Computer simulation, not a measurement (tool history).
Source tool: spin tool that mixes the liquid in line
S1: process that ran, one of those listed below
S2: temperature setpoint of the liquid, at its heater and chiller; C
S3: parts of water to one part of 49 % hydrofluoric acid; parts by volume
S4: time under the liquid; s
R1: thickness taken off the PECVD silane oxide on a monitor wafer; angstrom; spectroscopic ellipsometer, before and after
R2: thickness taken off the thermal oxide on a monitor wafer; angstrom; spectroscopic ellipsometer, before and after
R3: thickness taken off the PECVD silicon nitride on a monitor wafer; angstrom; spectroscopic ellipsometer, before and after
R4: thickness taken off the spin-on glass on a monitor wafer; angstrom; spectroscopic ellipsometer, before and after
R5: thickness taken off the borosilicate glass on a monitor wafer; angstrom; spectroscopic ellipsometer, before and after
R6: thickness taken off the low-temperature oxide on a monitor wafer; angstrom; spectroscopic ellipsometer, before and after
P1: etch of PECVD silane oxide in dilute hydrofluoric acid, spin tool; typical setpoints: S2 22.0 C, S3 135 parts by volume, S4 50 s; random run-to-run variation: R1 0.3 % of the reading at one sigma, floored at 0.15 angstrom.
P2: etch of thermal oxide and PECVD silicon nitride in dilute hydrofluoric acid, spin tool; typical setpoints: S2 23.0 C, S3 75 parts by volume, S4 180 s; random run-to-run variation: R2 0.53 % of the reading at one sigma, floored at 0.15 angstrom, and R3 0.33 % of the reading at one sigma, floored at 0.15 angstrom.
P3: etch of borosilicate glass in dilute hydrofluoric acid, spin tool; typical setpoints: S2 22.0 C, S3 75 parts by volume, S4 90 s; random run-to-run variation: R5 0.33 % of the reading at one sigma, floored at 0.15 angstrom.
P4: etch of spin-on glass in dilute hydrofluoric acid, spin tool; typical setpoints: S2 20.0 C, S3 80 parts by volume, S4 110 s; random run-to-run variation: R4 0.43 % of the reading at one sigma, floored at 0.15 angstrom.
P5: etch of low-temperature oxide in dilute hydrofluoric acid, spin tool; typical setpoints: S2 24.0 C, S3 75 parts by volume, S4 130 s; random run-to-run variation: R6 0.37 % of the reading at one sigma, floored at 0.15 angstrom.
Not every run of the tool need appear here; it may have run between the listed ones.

Run 1, day 0.638: S1 P1, S2 22.0 C, S3 135 parts by volume, S4 50 s. Result: R1 124.770 angstrom.
Run 2, day 1.062: S1 P1, S2 22.0 C, S3 135 parts by volume, S4 25 s. Result: R1 62.221 angstrom.
Run 3, day 1.704: S1 P1, S2 22.0 C, S3 215 parts by volume, S4 50 s. Result: R1 71.906 angstrom.
Run 4, day 2.142: S1 P2, S2 19.0 C, S3 75 parts by volume, S4 180 s. Result: R2 89.0500 angstrom, R3 97.444 angstrom.
Run 5, day 2.875: S1 P2, S2 23.0 C, S3 75 parts by volume, S4 15 s. Result: R2 8.5306 angstrom, R3 10.489 angstrom.
Run 6, day 3.583: S1 P4, S2 20.0 C, S3 80 parts by volume, S4 60 s. Result: R4 319.75 angstrom.
Run 7, day 4.200: S1 P4, S2 20.0 C, S3 50 parts by volume, S4 110 s. Result: R4 972.01 angstrom.
Run 8, day 4.567: S1 P1, S2 22.0 C, S3 135 parts by volume, S4 50 s. Result: R1 125.130 angstrom.
Run 9, day 4.921: S1 P1, S2 28.5 C, S3 85 parts by volume, S4 50 s. Result: R1 271.610 angstrom.
Run 10, day 5.492: S1 P3, S2 17.0 C, S3 75 parts by volume, S4 90 s. Result: R5 277.700 angstrom.
Run 11, day 6.046: S1 P2, S2 23.0 C, S3 75 parts by volume, S4 180 s. Result: R2 104.9500 angstrom, R3 128.380 angstrom.
Run 12, day 6.629: S1 P1, S2 22.0 C, S3 135 parts by volume, S4 50 s. Result: R1 124.840 angstrom.
Run 13, day 7.233: S1 P1, S2 22.0 C, S3 50 parts by volume, S4 50 s. Result: R1 372.980 angstrom.
Run 14, day 7.729: S1 P5, S2 20.0 C, S3 75 parts by volume, S4 130 s. Result: R6 399.48 angstrom.
Run 15, day 8.204: S1 P4, S2 20.0 C, S3 80 parts by volume, S4 110 s. Result: R4 585.66 angstrom.
Run 16, day 8.604: S1 P3, S2 22.0 C, S3 75 parts by volume, S4 90 s. Result: R5 340.200 angstrom.
Run 17, day 9.183: S1 P1, S2 22.0 C, S3 135 parts by volume, S4 50 s. Result: R1 125.220 angstrom.
Run 18, day 9.929: S1 P2, S2 23.0 C, S3 40 parts by volume, S4 180 s. Result: R2 207.8600 angstrom, R3 237.080 angstrom.
Run 19, day 10.271: S1 P1, S2 22.0 C, S3 135 parts by volume, S4 80 s. Result: R1 199.440 angstrom.
Run 20, day 10.900: S1 P5, S2 24.0 C, S3 75 parts by volume, S4 20 s. Result: R6 72.70 angstrom.
Run 21, day 11.283: S1 P3, S2 22.0 C, S3 75 parts by volume, S4 90 s. Result: R5 339.190 angstrom.
Run 22, day 11.854: S1 P3, S2 22.0 C, S3 130 parts by volume, S4 90 s. Result: R5 184.150 angstrom.
Run 23, day 12.425: S1 P4, S2 28.0 C, S3 80 parts by volume, S4 110 s. Result: R4 807.85 angstrom.
Run 24, day 12.800: S1 P1, S2 22.0 C, S3 135 parts by volume, S4 50 s. Result: R1 124.290 angstrom.
Run 25, day 13.404: S1 P1, S2 17.0 C, S3 135 parts by volume, S4 50 s. Result: R1 101.920 angstrom.
Run 26, day 14.138: S1 P1, S2 22.0 C, S3 135 parts by volume, S4 50 s. Result: R1 124.490 angstrom.
At day 14.379: thermometer replaced.
Run 27, day 14.621: S1 P3, S2 22.0 C, S3 75 parts by volume, S4 25 s. Result: R5 94.331 angstrom.
Run 28, day 15.221: S1 P5, S2 24.0 C, S3 125 parts by volume, S4 130 s. Result: R6 265.94 angstrom.
Run 29, day 15.946: S1 P1, S2 22.0 C, S3 135 parts by volume, S4 50 s. Result: R1 124.340 angstrom.
Run 30, day 16.554: S1 P1, S2 27.0 C, S3 60 parts by volume, S4 50 s. Result: R1 374.670 angstrom.
Run 31, day 17.021: S1 P1, S2 28.5 C, S3 135 parts by volume, S4 50 s. Result: R1 160.070 angstrom.
Run 32, day 17.692: S1 P5, S2 24.0 C, S3 75 parts by volume, S4 130 s. Result: R6 469.97 angstrom.
Run 33, day 18.058: S1 P1, S2 26.5 C, S3 200 parts by volume, S4 50 s. Result: R1 93.585 angstrom.
Run 34, day 18.721: S1 P1, S2 22.0 C, S3 135 parts by volume, S4 50 s. Result: R1 124.190 angstrom.
Run 35, day 19.417: S1 P1, S2 22.0 C, S3 135 parts by volume, S4 50 s. Result: R1 130.460 angstrom.
Run 36, day 19.879: S1 P1, S2 22.0 C, S3 135 parts by volume, S4 50 s. Result: R1 132.710 angstrom.
Run 37, day 20.496: S1 P1, S2 22.0 C, S3 135 parts by volume, S4 50 s. Result: R1 133.010 angstrom.
Run 38, day 20.850: S1 P1, S2 22.0 C, S3 135 parts by volume, S4 50 s. Result: R1 134.100 angstrom.
Run 39, day 21.542: S1 P1, S2 22.0 C, S3 135 parts by volume, S4 50 s. Result: R1 134.100 angstrom.
Run 40, day 21.967: S1 P1, S2 22.0 C, S3 135 parts by volume, S4 50 s. Result: R1 133.930 angstrom.

The log shows P1 creeping away from where it was. Any of the 2 causes listed here, at the size stated for it, fits the log just as well as the others:
A: hydrofluoric acid flow above the setpoint (%) = 6.79
B: liquid hotter than its thermometer reads (K) = 1.94
The process output started creeping at around day 18.721.

4 check runs are offered, one wafer each, their results left as question marks. Which one tells the causes apart?
Run check 1, day 22.392: S1 P4, S2 20.0 C, S3 80 parts by volume, S4 110 s. Result: R4 ?.
Run check 2, day 22.392: S1 P3, S2 22.0 C, S3 75 parts by volume, S4 90 s. Result: R5 ?.
Run check 3, day 22.392: S1 P5, S2 24.0 C, S3 75 parts by volume, S4 130 s. Result: R6 ?.
Run check 4, day 22.392: S1 P2, S2 23.0 C, S3 75 parts by volume, S4 180 s. Result: R2 ?, R3 ?.

What every check run would give for each of its results, assuming each possible cause in turn:
  check  result      if A      if B
check 1      R4    627.64    632.97
check 2      R5   366.420   369.160
check 3      R6    505.42    508.38
check 4      R2  113.3200  114.0700
check 4      R3   136.440   145.580
Minimum pairwise separation of causes per check, each pair taken at its best-separating result: check 1 0.84 %; check 2 0.74 %; check 3 0.58 %; check 4 6.48 %
Check 4 distinguishes between the causes, while the remaining checks would return nearly the same result for all of them.

After running check 4, the following was obtained: R2 113.4400 angstrom; R3 136.610 angstrom. Which cause does this point to?

It is A: hydrofluoric acid flow above the setpoint (%).
